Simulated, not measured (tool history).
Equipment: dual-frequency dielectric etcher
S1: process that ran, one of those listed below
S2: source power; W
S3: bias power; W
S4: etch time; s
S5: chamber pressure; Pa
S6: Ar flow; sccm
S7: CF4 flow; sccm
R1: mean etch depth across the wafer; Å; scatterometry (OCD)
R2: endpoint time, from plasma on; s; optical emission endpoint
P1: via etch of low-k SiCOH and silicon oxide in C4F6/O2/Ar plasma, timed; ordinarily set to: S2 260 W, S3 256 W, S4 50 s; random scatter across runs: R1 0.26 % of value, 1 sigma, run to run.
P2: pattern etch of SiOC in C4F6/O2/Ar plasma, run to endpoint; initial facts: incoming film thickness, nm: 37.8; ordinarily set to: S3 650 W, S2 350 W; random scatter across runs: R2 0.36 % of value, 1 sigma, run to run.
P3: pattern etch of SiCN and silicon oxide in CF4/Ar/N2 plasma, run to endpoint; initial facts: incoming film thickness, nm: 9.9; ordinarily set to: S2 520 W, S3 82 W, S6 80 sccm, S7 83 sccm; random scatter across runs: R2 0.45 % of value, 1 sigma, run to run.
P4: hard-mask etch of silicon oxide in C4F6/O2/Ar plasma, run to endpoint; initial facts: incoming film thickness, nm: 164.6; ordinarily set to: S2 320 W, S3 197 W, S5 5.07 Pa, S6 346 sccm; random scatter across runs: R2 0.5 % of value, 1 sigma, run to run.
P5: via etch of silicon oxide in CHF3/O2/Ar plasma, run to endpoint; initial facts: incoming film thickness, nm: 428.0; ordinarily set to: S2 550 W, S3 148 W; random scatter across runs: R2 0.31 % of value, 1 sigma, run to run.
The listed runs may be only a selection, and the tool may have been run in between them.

run 1 hour=9.8 | S1=P1 S2=260 S3=256 S4=50 | R1=1221.3
run 2 hour=18.8 | S1=P4 S2=320 S3=197 S5=5.07 S6=346 | R2=57.948
run 3 hour=25.6 | S1=P1 S2=180 S3=256 S4=50 | R1=1062
run 4 hour=31.5 | S1=P5 S2=550 S3=148 | R2=232.67
run 5 hour=38.1 | S1=P1 S2=260 S3=256 S4=50 | R1=1217.7
run 6 hour=42.8 | S1=P1 S2=260 S3=256 S4=50 | R1=1219.7
run 7 hour=49.7 | S1=P1 S2=210 S3=256 S4=68 | R1=1529
run 8 hour=59.8 | S1=P3 S2=390 S3=82 S6=80 S7=83 | R2=12.085
run 9 hour=66.6 | S1=P4 S2=190 S3=197 S5=5.07 S6=346 | R2=71.134
run 10 hour=75.1 | S1=P4 S2=320 S3=197 S5=6.07 S6=346 | R2=59.396
run 11 hour=82.6 | S1=P3 S2=520 S3=82 S6=62 S7=83 | R2=9.0135
run 12 hour=90.1 | S1=P1 S2=260 S3=174 S4=50 | R1=1072.9
-- hour=96.1 wet clean of the chamber
run 13 hour=97.7 | S1=P5 S2=740 S3=148 | R2=206.48
run 14 hour=102.5 | S1=P2 S2=450 S3=650 | R2=11.248
run 15 hour=110.5 | S1=P5 S2=550 S3=148 | R2=232.23
run 16 hour=117.7 | S1=P1 S2=260 S3=256 S4=70 | R1=1710.9
run 17 hour=128.3 | S1=P1 S2=340 S3=256 S4=50 | R1=1348.8
run 18 hour=137.1 | S1=P1 S2=260 S3=256 S4=50 | R1=1225.2
run 19 hour=143.6 | S1=P1 S2=260 S3=360 S4=50 | R1=1383.9
run 20 hour=152.1 | S1=P4 S2=320 S3=197 S5=5.07 S6=246 | R2=55.806
run 21 hour=158.7 | S1=P3 S2=520 S3=115 S6=80 S7=83 | R2=8.2685

The next listed run, before its measurement:
run 22 hour=165.7 | S1=P4 S2=320 S3=268 S5=5.07 S6=346 | R2=?

Run 22 yielded R2 52.579 s.
